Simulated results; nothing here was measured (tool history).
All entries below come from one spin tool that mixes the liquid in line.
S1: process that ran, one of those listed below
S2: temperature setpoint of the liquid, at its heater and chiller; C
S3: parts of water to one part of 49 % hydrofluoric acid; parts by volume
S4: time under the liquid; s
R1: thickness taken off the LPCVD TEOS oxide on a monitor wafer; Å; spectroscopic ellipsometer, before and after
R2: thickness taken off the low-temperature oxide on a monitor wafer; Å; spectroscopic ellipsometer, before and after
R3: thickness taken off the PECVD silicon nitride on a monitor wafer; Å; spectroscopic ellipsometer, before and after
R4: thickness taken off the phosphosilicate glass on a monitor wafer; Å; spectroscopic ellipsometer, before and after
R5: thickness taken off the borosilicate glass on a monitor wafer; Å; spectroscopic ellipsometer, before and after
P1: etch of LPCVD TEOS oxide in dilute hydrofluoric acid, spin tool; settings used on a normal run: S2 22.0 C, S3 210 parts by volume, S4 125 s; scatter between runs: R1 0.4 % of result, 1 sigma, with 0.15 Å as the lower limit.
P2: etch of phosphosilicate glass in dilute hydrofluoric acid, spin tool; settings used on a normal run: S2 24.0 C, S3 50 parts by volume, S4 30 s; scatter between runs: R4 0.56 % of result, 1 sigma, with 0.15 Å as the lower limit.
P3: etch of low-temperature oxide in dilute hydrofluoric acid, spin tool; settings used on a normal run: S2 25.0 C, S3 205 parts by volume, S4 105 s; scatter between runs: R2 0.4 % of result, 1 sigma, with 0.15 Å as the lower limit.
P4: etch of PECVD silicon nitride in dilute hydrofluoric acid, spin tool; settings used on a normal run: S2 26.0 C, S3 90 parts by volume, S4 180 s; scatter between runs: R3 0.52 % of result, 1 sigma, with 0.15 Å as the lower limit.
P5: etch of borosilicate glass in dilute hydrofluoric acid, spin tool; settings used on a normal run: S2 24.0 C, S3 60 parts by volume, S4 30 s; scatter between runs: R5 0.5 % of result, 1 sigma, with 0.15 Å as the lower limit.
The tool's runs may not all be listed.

Run 1, hour 10.3: S1 P1, S2 22.0 C, S3 210 parts by volume, S4 125 s. Result: R1 86.178 Å.
Run 2, hour 25.2: S1 P1, S2 22.0 C, S3 95 parts by volume, S4 125 s. Result: R1 213.990 Å.
Run 3, hour 41.3: S1 P3, S2 25.0 C, S3 205 parts by volume, S4 105 s. Result: R2 79.060 Å.
Run 4, hour 57.8: S1 P1, S2 22.0 C, S3 210 parts by volume, S4 15 s. Result: R1 10.449 Å.
Run 5, hour 67.4: S1 P4, S2 26.0 C, S3 90 parts by volume, S4 180 s. Result: R3 113.620 Å.
Run 6, hour 83.4: S1 P2, S2 24.0 C, S3 50 parts by volume, S4 30 s. Result: R4 844.58 Å.
Run 7, hour 99.1: S1 P3, S2 25.0 C, S3 320 parts by volume, S4 105 s. Result: R2 45.211 Å.
Run 8, hour 112.2: S1 P1, S2 22.0 C, S3 210 parts by volume, S4 125 s. Result: R1 85.274 Å.
Run 9, hour 128.6: S1 P4, S2 26.0 C, S3 90 parts by volume, S4 20 s. Result: R3 12.776 Å.
Run 10, hour 137.0: S1 P4, S2 26.0 C, S3 150 parts by volume, S4 180 s. Result: R3 68.793 Å.
Run 11, hour 153.8: S1 P5, S2 32.0 C, S3 60 parts by volume, S4 30 s. Result: R5 234.48 Å.
Run 12, hour 166.4: S1 P3, S2 25.0 C, S3 205 parts by volume, S4 105 s. Result: R2 79.473 Å.
Run 13, hour 181.3: S1 P3, S2 33.5 C, S3 205 parts by volume, S4 105 s. Result: R2 107.350 Å.
Run 14, hour 194.8: S1 P5, S2 24.0 C, S3 60 parts by volume, S4 60 s. Result: R5 341.55 Å.
Run 15, hour 206.1: S1 P3, S2 25.0 C, S3 205 parts by volume, S4 195 s. Result: R2 146.840 Å.
Run 16, hour 219.0: S1 P1, S2 22.0 C, S3 210 parts by volume, S4 125 s. Result: R1 84.820 Å.
Run 17, hour 236.8: S1 P2, S2 32.0 C, S3 50 parts by volume, S4 30 s. Result: R4 1151.90 Å.
Run 18, hour 246.1: S1 P1, S2 27.5 C, S3 210 parts by volume, S4 125 s. Result: R1 104.020 Å.
Run 19, hour 254.9: S1 P5, S2 24.0 C, S3 60 parts by volume, S4 30 s. Result: R5 171.40 Å.
Run 20, hour 266.3: S1 P1, S2 22.0 C, S3 210 parts by volume, S4 125 s. Result: R1 85.202 Å.
Run 21, hour 281.3: S1 P1, S2 22.0 C, S3 50 parts by volume, S4 180 s. Result: R1 615.980 Å.
Run 22, hour 291.2: S1 P2, S2 24.0 C, S3 20 parts by volume, S4 30 s. Result: R4 2192.50 Å.
Run 23, hour 302.8: S1 P4, S2 34.0 C, S3 90 parts by volume, S4 180 s. Result: R3 189.350 Å.
At hour 308.1: hydrofluoric acid flow meter replaced.
Run 24, hour 311.6: S1 P1, S2 22.0 C, S3 210 parts by volume, S4 125 s. Result: R1 84.885 Å.
Run 25, hour 325.2: S1 P1, S2 22.0 C, S3 120 parts by volume, S4 45 s. Result: R1 59.336 Å.
Run 26, hour 341.9: S1 P1, S2 17.0 C, S3 140 parts by volume, S4 125 s. Result: R1 112.830 Å.

For run 27, what comes out?
Run 27, hour 350.0: S1 P5, S2 24.0 C, S3 60 parts by volume, S4 30 s. Result: R5 ?.

R5: 170.30 Å
